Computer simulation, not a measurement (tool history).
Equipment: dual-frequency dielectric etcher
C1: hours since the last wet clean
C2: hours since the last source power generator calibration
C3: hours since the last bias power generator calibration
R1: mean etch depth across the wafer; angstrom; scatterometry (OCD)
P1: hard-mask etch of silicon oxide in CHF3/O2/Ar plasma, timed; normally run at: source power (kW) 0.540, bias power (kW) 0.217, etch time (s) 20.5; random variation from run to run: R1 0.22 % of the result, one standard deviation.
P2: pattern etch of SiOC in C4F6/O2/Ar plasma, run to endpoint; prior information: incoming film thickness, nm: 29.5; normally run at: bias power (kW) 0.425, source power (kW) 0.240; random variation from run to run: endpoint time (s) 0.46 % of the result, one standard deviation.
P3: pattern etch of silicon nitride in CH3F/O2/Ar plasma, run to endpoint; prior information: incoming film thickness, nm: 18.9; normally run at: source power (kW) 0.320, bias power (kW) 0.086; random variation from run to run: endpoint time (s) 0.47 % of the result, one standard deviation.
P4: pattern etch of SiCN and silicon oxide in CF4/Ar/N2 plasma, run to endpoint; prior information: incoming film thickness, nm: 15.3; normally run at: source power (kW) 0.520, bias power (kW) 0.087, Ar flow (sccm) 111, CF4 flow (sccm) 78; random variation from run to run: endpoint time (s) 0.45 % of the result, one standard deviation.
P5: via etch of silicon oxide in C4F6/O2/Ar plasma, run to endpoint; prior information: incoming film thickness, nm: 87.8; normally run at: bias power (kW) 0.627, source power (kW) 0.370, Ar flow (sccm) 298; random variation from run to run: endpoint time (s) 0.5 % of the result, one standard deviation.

run 1 day=0.254 | process_that_ran=P1 source_power_(kW)=0.540 bias_power_(kW)=0.217 etch_time_(s)=20.5 | C1=73.4 C2=1213.5 C3=378.9 | R1=412.74
run 2 day=0.667 | process_that_ran=P1 source_power_(kW)=0.540 bias_power_(kW)=0.265 etch_time_(s)=20.5 | C1=83.3 C2=1223.4 C3=388.8 | R1=441.95
run 3 day=1.067 | process_that_ran=P2 source_power_(kW)=0.240 bias_power_(kW)=0.317 | C1=92.9 C2=1233.0 C3=398.4 | endpoint_time_(s)=14.604
-- day=1.283 bias power generator calibrated
run 4 day=1.429 | process_that_ran=P1 source_power_(kW)=0.540 bias_power_(kW)=0.275 etch_time_(s)=15.0 | C1=101.6 C2=1241.7 C3=3.5 | R1=328.17
run 5 day=1.792 | process_that_ran=P3 source_power_(kW)=0.320 bias_power_(kW)=0.116 | C1=110.3 C2=1250.4 C3=12.2 | endpoint_time_(s)=25.362
run 6 day=2.138 | process_that_ran=P4 source_power_(kW)=0.520 bias_power_(kW)=0.087 Ar_flow_(sccm)=111 CF4_flow_(sccm)=78 | C1=118.6 C2=1258.7 C3=20.5 | endpoint_time_(s)=14.627
run 7 day=2.571 | process_that_ran=P1 source_power_(kW)=0.540 bias_power_(kW)=0.155 etch_time_(s)=28.0 | C1=129.0 C2=1269.1 C3=30.9 | R1=502.77
run 8 day=2.971 | process_that_ran=P5 source_power_(kW)=0.370 bias_power_(kW)=0.483 Ar_flow_(sccm)=298 | C1=138.6 C2=1278.7 C3=40.5 | endpoint_time_(s)=19.925
run 9 day=3.312 | process_that_ran=P5 source_power_(kW)=0.440 bias_power_(kW)=0.627 Ar_flow_(sccm)=298 | C1=146.8 C2=1286.9 C3=48.7 | endpoint_time_(s)=16.810
run 10 day=3.625 | process_that_ran=P4 source_power_(kW)=0.420 bias_power_(kW)=0.087 Ar_flow_(sccm)=111 CF4_flow_(sccm)=78 | C1=154.3 C2=1294.4 C3=56.2 | endpoint_time_(s)=17.768
run 11 day=4.154 | process_that_ran=P3 source_power_(kW)=0.320 bias_power_(kW)=0.086 | C1=167.0 C2=1307.1 C3=68.9 | endpoint_time_(s)=28.227
run 12 day=4.450 | process_that_ran=P2 source_power_(kW)=0.240 bias_power_(kW)=0.425 | C1=174.1 C2=1314.2 C3=76.0 | endpoint_time_(s)=12.940
run 13 day=4.921 | process_that_ran=P3 source_power_(kW)=0.320 bias_power_(kW)=0.086 | C1=185.4 C2=1325.5 C3=87.3 | endpoint_time_(s)=28.124
run 14 day=5.271 | process_that_ran=P1 source_power_(kW)=0.540 bias_power_(kW)=0.174 etch_time_(s)=20.5 | C1=193.8 C2=1333.9 C3=95.7 | R1=380.09
run 15 day=5.658 | process_that_ran=P1 source_power_(kW)=0.540 bias_power_(kW)=0.217 etch_time_(s)=20.5 | C1=203.1 C2=1343.2 C3=105.0 | R1=412.57
run 16 day=6.038 | process_that_ran=P1 source_power_(kW)=0.540 bias_power_(kW)=0.217 etch_time_(s)=29.5 | C1=212.2 C2=1352.3 C3=114.1 | R1=592.60
run 17 day=6.604 | process_that_ran=P1 source_power_(kW)=0.400 bias_power_(kW)=0.303 etch_time_(s)=20.5 | C1=225.8 C2=1365.9 C3=127.7 | R1=416.62
run 18 day=6.921 | process_that_ran=P2 source_power_(kW)=0.160 bias_power_(kW)=0.425 | C1=233.4 C2=1373.5 C3=135.3 | endpoint_time_(s)=15.101
run 19 day=7.417 | process_that_ran=P3 source_power_(kW)=0.200 bias_power_(kW)=0.086 | C1=245.3 C2=1385.4 C3=147.2 | endpoint_time_(s)=33.836
-- day=7.704 source power generator calibrated
run 20 day=7.996 | process_that_ran=P5 source_power_(kW)=0.370 bias_power_(kW)=0.627 Ar_flow_(sccm)=298 | C1=259.2 C2=7.0 C3=161.1 | endpoint_time_(s)=18.155
run 21 day=8.288 | process_that_ran=P4 source_power_(kW)=0.520 bias_power_(kW)=0.087 Ar_flow_(sccm)=77 CF4_flow_(sccm)=78 | C1=266.2 C2=14.0 C3=168.1 | endpoint_time_(s)=14.018

Predict the results of run 22:
run 22 day=8.667 | process_that_ran=P4 source_power_(kW)=0.520 bias_power_(kW)=0.087 Ar_flow_(sccm)=111 CF4_flow_(sccm)=63 | C1=275.3 C2=23.1 C3=177.2 | endpoint_time_(s)=?

Run 22 yielded endpoint time (s) 15.105.
